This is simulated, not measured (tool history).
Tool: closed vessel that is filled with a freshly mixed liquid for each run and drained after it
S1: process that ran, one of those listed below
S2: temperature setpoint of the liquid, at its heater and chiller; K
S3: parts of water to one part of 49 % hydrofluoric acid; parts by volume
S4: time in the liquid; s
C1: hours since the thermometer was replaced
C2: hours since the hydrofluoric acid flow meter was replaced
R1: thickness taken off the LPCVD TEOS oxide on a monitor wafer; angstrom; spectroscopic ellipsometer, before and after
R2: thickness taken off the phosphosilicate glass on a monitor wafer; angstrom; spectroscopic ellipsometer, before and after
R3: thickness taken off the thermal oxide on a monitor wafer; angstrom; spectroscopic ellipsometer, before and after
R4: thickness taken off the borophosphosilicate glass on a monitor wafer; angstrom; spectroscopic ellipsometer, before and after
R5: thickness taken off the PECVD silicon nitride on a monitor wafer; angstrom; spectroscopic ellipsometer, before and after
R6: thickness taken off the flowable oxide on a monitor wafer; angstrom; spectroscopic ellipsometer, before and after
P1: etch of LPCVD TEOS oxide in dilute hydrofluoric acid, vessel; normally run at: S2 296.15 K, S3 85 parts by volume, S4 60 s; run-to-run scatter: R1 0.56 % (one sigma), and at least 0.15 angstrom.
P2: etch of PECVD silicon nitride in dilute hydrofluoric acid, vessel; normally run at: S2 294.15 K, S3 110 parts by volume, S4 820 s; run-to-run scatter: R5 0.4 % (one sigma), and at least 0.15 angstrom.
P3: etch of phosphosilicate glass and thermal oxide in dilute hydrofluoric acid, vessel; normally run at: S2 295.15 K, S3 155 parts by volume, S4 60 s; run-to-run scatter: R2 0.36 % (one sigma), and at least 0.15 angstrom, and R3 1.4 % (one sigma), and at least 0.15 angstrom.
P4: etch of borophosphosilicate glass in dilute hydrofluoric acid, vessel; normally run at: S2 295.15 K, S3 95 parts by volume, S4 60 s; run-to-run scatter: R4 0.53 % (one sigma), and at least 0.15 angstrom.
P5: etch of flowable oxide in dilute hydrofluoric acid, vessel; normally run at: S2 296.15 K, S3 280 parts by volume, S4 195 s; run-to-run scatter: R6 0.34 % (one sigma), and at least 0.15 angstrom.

| run | hour | S1 | S2 | S3 | S4 | C1 | C2 | R1 | R2 | R3 | R4 | R5 | R6 |
|---|---|---|---|---|---|---|---|---|---|---|---|---|---|
| 1 | 3.5 | P1 | 296.15 | 85 | 60 | 2138.4 | 399.4 | 115.030 |  |  |  |  |  |
| 2 | 9.3 | P3 | 295.15 | 155 | 60 | 2144.2 | 405.2 |  | 425.14 | 15.0930 |  |  |  |
| 3 | 14.7 | P4 | 295.15 | 135 | 60 | 2149.6 | 410.6 |  |  |  | 213.33 |  |  |
| 4 | 19.3 | P1 | 296.15 | 45 | 60 | 2154.2 | 415.2 | 228.460 |  |  |  |  |  |
| 5 | 24.3 | P4 | 295.15 | 95 | 60 | 2159.2 | 420.2 |  |  |  | 317.21 |  |  |
|  | 26.1 | hydrofluoric acid flow meter replaced |
| 6 | 29.2 | P2 | 294.15 | 110 | 235 | 2164.1 | 3.1 |  |  |  |  | 29.787 |  |
| 7 | 32.5 | P3 | 295.15 | 155 | 30 | 2167.4 | 6.4 |  | 212.79 | 7.6225 |  |  |  |
| 8 | 37.0 | P2 | 298.15 | 110 | 820 | 2171.9 | 10.9 |  |  |  |  | 135.250 |  |
| 9 | 41.8 | P1 | 296.15 | 85 | 60 | 2176.7 | 15.7 | 116.600 |  |  |  |  |  |
| 10 | 47.1 | P4 | 303.15 | 95 | 60 | 2182.0 | 21.0 |  |  |  | 430.48 |  |  |
| 11 | 50.7 | P5 | 296.15 | 280 | 310 | 2185.6 | 24.6 |  |  |  |  |  | 347.57 |
| 12 | 55.1 | P5 | 296.15 | 70 | 195 | 2190.0 | 29.0 |  |  |  |  |  | 1097.20 |
| 13 | 58.2 | P1 | 296.15 | 85 | 60 | 2193.1 | 32.1 | 116.270 |  |  |  |  |  |
| 14 | 63.4 | P5 | 296.15 | 280 | 195 | 2198.3 | 37.3 |  |  |  |  |  | 218.07 |
| 15 | 67.7 | P2 | 294.15 | 30 | 820 | 2202.6 | 41.6 |  |  |  |  | 368.040 |  |
| 16 | 70.7 | P1 | 296.15 | 85 | 105 | 2205.6 | 44.6 | 200.670 |  |  |  |  |  |
| 17 | 74.7 | P4 | 295.15 | 95 | 100 | 2209.6 | 48.6 |  |  |  | 526.13 |  |  |
| 18 | 78.6 | P3 | 295.15 | 25 | 60 | 2213.5 | 52.5 |  | 3073.10 | 105.8200 |  |  |  |
| 19 | 82.2 | P1 | 290.15 | 85 | 60 | 2217.1 | 56.1 | 89.026 |  |  |  |  |  |
| 20 | 86.3 | P1 | 296.15 | 85 | 60 | 2221.2 | 60.2 | 115.320 |  |  |  |  |  |
| 21 | 89.9 | P1 | 296.15 | 135 | 60 | 2224.8 | 63.8 | 68.820 |  |  |  |  |  |
| 22 | 94.9 | P1 | 296.15 | 85 | 60 | 2229.8 | 68.8 | 115.220 |  |  |  |  |  |
| 23 | 100.5 | P1 | 296.15 | 85 | 60 | 2235.4 | 74.4 | 113.370 |  |  |  |  |  |
| 24 | 103.1 | P5 | 304.65 | 280 | 195 | 2238.0 | 77.0 |  |  |  |  |  | 289.96 |
| 25 | 107.1 | P1 | 290.15 | 30 | 60 | 2242.0 | 81.0 | 269.490 |  |  |  |  |  |
| 26 | 110.4 | P3 | 295.15 | 155 | 60 | 2245.3 | 84.3 |  | 425.96 | 14.7270 |  |  |  |
| 27 | 114.3 | P2 | 294.15 | 110 | 820 | 2249.2 | 88.2 |  |  |  |  | 103.590 |  |
| 28 | 117.9 | P1 | 296.15 | 85 | 30 | 2252.8 | 91.8 | 58.056 |  |  |  |  |  |
| 29 | 121.1 | P5 | 296.15 | 280 | 195 | 2256.0 | 95.0 |  |  |  |  |  | 217.40 |
| 30 | 124.1 | P3 | 301.65 | 155 | 60 | 2259.0 | 98.0 |  | 545.21 | 19.3400 |  |  |  |
| 31 | 127.6 | P1 | 300.65 | 85 | 60 | 2262.5 | 101.5 | 137.490 |  |  |  |  |  |
| 32 | 130.9 | P1 | 296.15 | 85 | 60 | 2265.8 | 104.8 | 114.760 |  |  |  |  |  |
| 33 | 136.1 | P1 | 296.15 | 85 | 60 | 2271.0 | 110.0 | 119.390 |  |  |  |  |  |
| 34 | 139.7 | P1 | 296.15 | 85 | 60 | 2274.6 | 113.6 | 121.910 |  |  |  |  |  |
| 35 | 143.4 | P1 | 296.15 | 85 | 60 | 2278.3 | 117.3 | 122.430 |  |  |  |  |  |
| 36 | 148.6 | P1 | 296.15 | 85 | 60 | 2283.5 | 122.5 | 124.350 |  |  |  |  |  |
| 37 | 153.9 | P1 | 296.15 | 85 | 60 | 2288.8 | 127.8 | 124.520 |  |  |  |  |  |
| 38 | 158.9 | P1 | 296.15 | 85 | 60 | 2293.8 | 132.8 | 123.830 |  |  |  |  |  |
| 39 | 164.7 | P1 | 296.15 | 85 | 60 | 2299.6 | 138.6 | 124.770 |  |  |  |  |  |

What P1 gives has crept away from where it was. These 2 causes fit the log equally well, each at the size given:
A: hydrofluoric acid flow above the setpoint (%) = 7.29
B: liquid hotter than its thermometer reads (K) = 1.94
The creep began at about hour 130.9.

4 check runs are offered, one wafer each, their results left as question marks. Which one tells the causes apart?
| check 1 | 170.5 | P4 | 302.65 | 95 | 60 |  |  |  |  |  | ? |  |  |
| check 2 | 170.5 | P3 | 295.15 | 80 | 60 |  |  |  | ? | ? |  |  |  |
| check 3 | 170.5 | P5 | 299.65 | 95 | 195 |  |  |  |  |  |  |  | ? |
| check 4 | 170.5 | P2 | 294.15 | 110 | 480 |  |  |  |  |  |  | ? |  |

What each check would give under each cause:
| check | result | if A | if B |
|---|---|---|---|
| check 1 | R4 | 461.86 | 458.78 |
| check 2 | R2 | 970.91 | 972.54 |
| check 2 | R3 | 34.1390 | 34.1970 |
| check 3 | R6 | 975.44 | 971.48 |
| check 4 | R5 | 65.073 | 69.140 |
How far apart the two closest causes lie, in the result that separates them most: check 1 0.67 %; check 2 0.17 %; check 3 0.41 %; check 4 6.06 %
Check 4 tells the causes apart: in the others they would give nearly the same result.

Then check 4 was run and gave: R5 64.471 angstrom. Which cause is it?

It is A: hydrofluoric acid flow above the setpoint (%).
